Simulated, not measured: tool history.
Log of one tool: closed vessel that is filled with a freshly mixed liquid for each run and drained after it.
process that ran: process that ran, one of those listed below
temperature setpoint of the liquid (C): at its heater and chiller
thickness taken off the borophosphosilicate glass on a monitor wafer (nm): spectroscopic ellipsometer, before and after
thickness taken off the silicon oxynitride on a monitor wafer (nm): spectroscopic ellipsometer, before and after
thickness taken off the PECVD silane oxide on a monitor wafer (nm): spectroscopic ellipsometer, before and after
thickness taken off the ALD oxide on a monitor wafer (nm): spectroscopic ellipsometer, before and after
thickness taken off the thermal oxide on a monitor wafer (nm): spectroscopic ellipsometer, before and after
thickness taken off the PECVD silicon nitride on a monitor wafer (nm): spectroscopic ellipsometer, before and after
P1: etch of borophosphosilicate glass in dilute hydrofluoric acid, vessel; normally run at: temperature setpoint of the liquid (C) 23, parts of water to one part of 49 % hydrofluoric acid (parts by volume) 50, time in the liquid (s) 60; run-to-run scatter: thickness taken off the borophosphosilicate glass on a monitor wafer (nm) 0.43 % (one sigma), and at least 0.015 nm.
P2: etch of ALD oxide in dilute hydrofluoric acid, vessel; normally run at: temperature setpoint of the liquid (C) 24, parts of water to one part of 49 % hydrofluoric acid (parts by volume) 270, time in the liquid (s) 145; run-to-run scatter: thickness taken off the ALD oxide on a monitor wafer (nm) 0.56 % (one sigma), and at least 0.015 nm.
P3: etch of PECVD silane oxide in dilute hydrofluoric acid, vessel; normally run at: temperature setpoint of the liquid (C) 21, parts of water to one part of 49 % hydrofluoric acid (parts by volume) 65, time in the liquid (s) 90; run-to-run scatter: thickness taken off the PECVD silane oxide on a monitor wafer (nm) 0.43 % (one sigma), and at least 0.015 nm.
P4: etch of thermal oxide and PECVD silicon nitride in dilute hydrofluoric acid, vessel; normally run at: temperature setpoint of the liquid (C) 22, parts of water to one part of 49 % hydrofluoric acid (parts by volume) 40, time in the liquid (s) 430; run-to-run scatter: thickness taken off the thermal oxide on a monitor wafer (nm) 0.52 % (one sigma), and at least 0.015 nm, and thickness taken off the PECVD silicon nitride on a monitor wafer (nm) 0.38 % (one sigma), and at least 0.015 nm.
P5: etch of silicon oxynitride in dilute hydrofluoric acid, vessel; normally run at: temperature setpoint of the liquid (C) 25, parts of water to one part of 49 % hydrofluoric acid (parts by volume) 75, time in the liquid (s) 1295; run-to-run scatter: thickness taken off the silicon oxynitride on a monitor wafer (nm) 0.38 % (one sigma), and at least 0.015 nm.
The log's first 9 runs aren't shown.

run,hour,process that ran,temperature setpoint of the liquid (C),parts of water to one part of 49 % hydrofluoric acid (parts by volume),time in the liquid (s),thickness taken off the borophosphosilicate glass on a monitor wafer (nm),thickness taken off the silicon oxynitride on a monitor wafer (nm),thickness taken off the PECVD silane oxide on a monitor wafer (nm),thickness taken off the ALD oxide on a monitor wafer (nm),thickness taken off the thermal oxide on a monitor wafer (nm),thickness taken off the PECVD silicon nitride on a monitor wafer (nm)
10,144.4,P1,23,80,60,40.858,,,,,
11,154.3,P1,23,50,60,67.65,,,,,
12,168,P2,24,270,30,,,,1.4956,,
13,179,P1,23,50,105,118.28,,,,,
14,191.1,P1,23,50,60,67.559,,,,,
15,202.3,P3,21,65,90,,,25.869,,,
16,211.4,P4,22,40,430,,,,,51.143,18.201
17,223.1,P3,25.5,65,90,,,31.012,,,
18,236.5,P2,24,270,145,,,,7.211,,
# hour 251.6: thermometer replaced
19,253.7,P2,24,80,145,,,,30.539,,
20,267.7,P5,25,75,1295,,50.75,,,,
21,280.6,P1,23,50,60,67.555,,,,,
22,297.4,P1,23,50,30,33.946,,,,,
23,310.5,P1,18.5,25,60,114.71,,,,,
24,323.6,P5,25,75,1295,,50.248,,,,
25,332.9,P4,22,40,430,,,,,51.861,18.183
26,345.2,P4,22,40,620,,,,,74.514,26.357
27,361.3,P5,25,75,150,,5.8312,,,,
28,379.4,P4,22,20,430,,,,,106.02,35.478
29,395.3,P4,27,40,430,,,,,62.843,25.381
30,413.5,P2,24,270,145,,,,7.1888,,
31,424.6,P1,17.5,50,60,53.457,,,,,
32,440.8,P3,21,65,30,,,8.6471,,,

The next listed run, before its measurement:
33,458.3,P1,23,50,60,?,,,,,

Run 33 gave thickness taken off the borophosphosilicate glass on a monitor wafer (nm) 67.486.

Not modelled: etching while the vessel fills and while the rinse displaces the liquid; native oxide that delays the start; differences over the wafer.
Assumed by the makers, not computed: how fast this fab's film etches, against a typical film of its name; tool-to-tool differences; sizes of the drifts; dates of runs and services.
